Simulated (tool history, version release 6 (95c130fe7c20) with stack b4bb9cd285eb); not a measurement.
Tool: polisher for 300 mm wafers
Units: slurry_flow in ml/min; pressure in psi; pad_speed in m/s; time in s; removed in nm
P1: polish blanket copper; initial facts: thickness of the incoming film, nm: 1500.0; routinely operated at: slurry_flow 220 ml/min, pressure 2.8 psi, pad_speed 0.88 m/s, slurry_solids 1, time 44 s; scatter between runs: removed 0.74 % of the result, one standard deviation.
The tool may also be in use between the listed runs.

run,day,slurry_flow,pressure,pad_speed,slurry_solids,time,wafers polished on this pad,hours since the slurry nozzle was cleaned,hours since the head pressure was calibrated,hours since the slurry blender was calibrated,removed
1,0.242,220,2.8,0.88,1,44,243,170.7,303.7,87.9,130.8
2,0.529,220,1.9,0.88,1,44,294,177.6,310.6,94.8,89.059
3,0.883,220,1.4,1.16,1,44,357,186.1,319.1,103.3,86.679
4,1.246,220,2.8,0.88,1,63,422,194.8,327.8,112,187.46
# day 1.417: head pressure recalibrated
5,1.621,220,2.8,0.88,1,44,489,203.8,4.9,121,132.69
6,1.846,290,2.8,0.88,1,44,529,209.2,10.3,126.4,133.39
7,2.079,220,2.8,0.88,1,44,570,214.8,15.9,132,131.53
8,2.392,220,2.8,0.88,0.5,44,626,222.3,23.4,139.5,113.29
9,2.646,220,2.8,0.88,1,44,671,228.4,29.5,145.6,130.29
10,3.046,220,2.8,0.5,1,44,743,238,39.1,155.2,74.955
11,3.333,220,2.8,0.88,1,44,794,244.9,46,162.1,130.76
12,3.625,220,2.8,0.88,1,44,846,251.9,53,169.1,133.18
13,4.021,220,2.8,1.32,1,44,916,261.4,62.5,178.6,195.74
14,4.375,220,2.8,0.88,1.45,44,979,269.9,71,187.1,140.38
15,4.617,130,2.8,0.88,1,44,1022,275.7,76.8,192.9,121.85
16,4.962,220,4.5,0.88,1,44,1084,284,85.1,201.2,213.47
17,5.346,220,2.8,0.88,1,44,1152,293.2,94.3,210.4,131.51

What does the tool deliver on the next run?
18,5.596,220,2.8,0.88,1,21,1197,299.2,100.3,216.4,?

{"run 18": {"removed": 62.702}}
